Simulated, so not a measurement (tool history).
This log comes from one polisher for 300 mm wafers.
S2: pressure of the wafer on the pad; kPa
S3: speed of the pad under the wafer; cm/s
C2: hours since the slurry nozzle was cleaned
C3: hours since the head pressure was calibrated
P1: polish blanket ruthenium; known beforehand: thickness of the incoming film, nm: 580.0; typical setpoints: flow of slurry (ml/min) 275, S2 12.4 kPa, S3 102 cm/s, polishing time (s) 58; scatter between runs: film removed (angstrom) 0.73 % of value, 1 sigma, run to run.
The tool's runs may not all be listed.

Run 1, hour 13: flow of slurry (ml/min) 275, S2 12.4 kPa, S3 102 cm/s, polishing time (s) 58; wafers polished on this pad 229; C2 532.9; C3 261.2. Result: film removed (angstrom) 644.85.
Run 2, hour 28: flow of slurry (ml/min) 385, S2 12.4 kPa, S3 102 cm/s, polishing time (s) 58; wafers polished on this pad 404; C2 547.9; C3 276.2. Result: film removed (angstrom) 667.4.
Run 3, hour 42.6: flow of slurry (ml/min) 275, S2 12.4 kPa, S3 102 cm/s, polishing time (s) 74; wafers polished on this pad 575; C2 562.5; C3 290.8. Result: film removed (angstrom) 814.57.
Run 4, hour 55.4: flow of slurry (ml/min) 275, S2 12.4 kPa, S3 160 cm/s, polishing time (s) 58; wafers polished on this pad 724; C2 575.3; C3 303.6. Result: film removed (angstrom) 1021.4.
Run 5, hour 64.1: flow of slurry (ml/min) 350, S2 6.9 kPa, S3 102 cm/s, polishing time (s) 58; wafers polished on this pad 826; C2 584; C3 312.3. Result: film removed (angstrom) 369.28.
Run 6, hour 75.5: flow of slurry (ml/min) 275, S2 12.4 kPa, S3 102 cm/s, polishing time (s) 58; wafers polished on this pad 959; C2 595.4; C3 323.7. Result: film removed (angstrom) 654.33.
Run 7, hour 87.2: flow of slurry (ml/min) 275, S2 19.3 kPa, S3 102 cm/s, polishing time (s) 58; wafers polished on this pad 1095; C2 607.1; C3 335.4. Result: film removed (angstrom) 998.08.
Run 8, hour 100.8: flow of slurry (ml/min) 275, S2 6.2 kPa, S3 102 cm/s, polishing time (s) 58; wafers polished on this pad 1254; C2 620.7; C3 349. Result: film removed (angstrom) 323.74.
Run 9, hour 116.8: flow of slurry (ml/min) 275, S2 12.4 kPa, S3 102 cm/s, polishing time (s) 58; wafers polished on this pad 1441; C2 636.7; C3 365. Result: film removed (angstrom) 647.29.
Run 10, hour 130.1: flow of slurry (ml/min) 275, S2 12.4 kPa, S3 102 cm/s, polishing time (s) 26; wafers polished on this pad 1596; C2 650; C3 378.3. Result: film removed (angstrom) 292.4.
Run 11, hour 144.5: flow of slurry (ml/min) 275, S2 15.9 kPa, S3 102 cm/s, polishing time (s) 80; wafers polished on this pad 1764; C2 664.4; C3 392.7. Result: film removed (angstrom) 1163.2.
Run 12, hour 156.8: flow of slurry (ml/min) 275, S2 12.4 kPa, S3 102 cm/s, polishing time (s) 58; wafers polished on this pad 1908; C2 676.7; C3 405. Result: film removed (angstrom) 649.5.
Run 13, hour 165.3: flow of slurry (ml/min) 275, S2 12.4 kPa, S3 48 cm/s, polishing time (s) 58; wafers polished on this pad 2007; C2 685.2; C3 413.5. Result: film removed (angstrom) 304.41.
Run 14, hour 180.1: flow of slurry (ml/min) 275, S2 12.4 kPa, S3 102 cm/s, polishing time (s) 58; wafers polished on this pad 2180; C2 700; C3 428.3. Result: film removed (angstrom) 643.64.

Estimate the outcome of run 15 from the log above:
Run 15, hour 190.9: flow of slurry (ml/min) 165, S2 12.4 kPa, S3 102 cm/s, polishing time (s) 58; wafers polished on this pad 2306; C2 710.8; C3 439.1. Result: film removed (angstrom) ?.

Run 15 yielded film removed (angstrom) 607.01.

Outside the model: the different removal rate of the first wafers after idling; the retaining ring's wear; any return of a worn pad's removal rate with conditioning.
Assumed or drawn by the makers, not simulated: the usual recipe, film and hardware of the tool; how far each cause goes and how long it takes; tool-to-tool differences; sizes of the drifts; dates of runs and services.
